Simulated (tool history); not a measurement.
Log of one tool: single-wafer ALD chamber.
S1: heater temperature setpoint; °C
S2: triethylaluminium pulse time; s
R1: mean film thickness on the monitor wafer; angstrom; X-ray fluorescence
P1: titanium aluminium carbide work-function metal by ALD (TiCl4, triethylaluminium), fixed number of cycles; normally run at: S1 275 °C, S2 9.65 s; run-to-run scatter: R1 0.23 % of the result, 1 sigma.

| run | hour | S1 | S2 | R1 |
|---|---|---|---|---|
| 1 | 13.6 | 275 | 9.65 | 17.35 |
|  | 15.3 | thermocouple changed; heater temperature recalibrated |
| 2 | 21.9 | 275 | 12.89 | 17.784 |
| 3 | 32.5 | 265 | 12.52 | 16.9 |
| 4 | 39.1 | 275 | 9.65 | 17.413 |
| 5 | 45.9 | 275 | 9.65 | 17.348 |
| 6 | 54.6 | 275 | 4.66 | 14.432 |
| 7 | 67.1 | 275 | 9.65 | 17.358 |
| 8 | 77.4 | 292 | 6.39 | 17.365 |
| 9 | 84.1 | 275 | 9.65 | 17.293 |
| 10 | 92.3 | 250 | 9.65 | 15.379 |
| 11 | 102.4 | 275 | 9.65 | 17.359 |
| 12 | 108.7 | 297 | 9.65 | 19.145 |
| 13 | 119.8 | 275 | 9.65 | 17.418 |
| 14 | 131.2 | 275 | 9.65 | 17.262 |
| 15 | 145.5 | 275 | 9.65 | 17.137 |
| 16 | 152.7 | 275 | 9.65 | 17.084 |
| 17 | 163.7 | 275 | 9.65 | 17.072 |
| 18 | 171.6 | 275 | 9.65 | 16.99 |
| 19 | 180.8 | 275 | 9.65 | 16.985 |

Run 20 comes next. What will it give?
| 20 | 191.7 | 275 | 9.65 | ? |

Run 20 gave R1 17.057 angstrom.
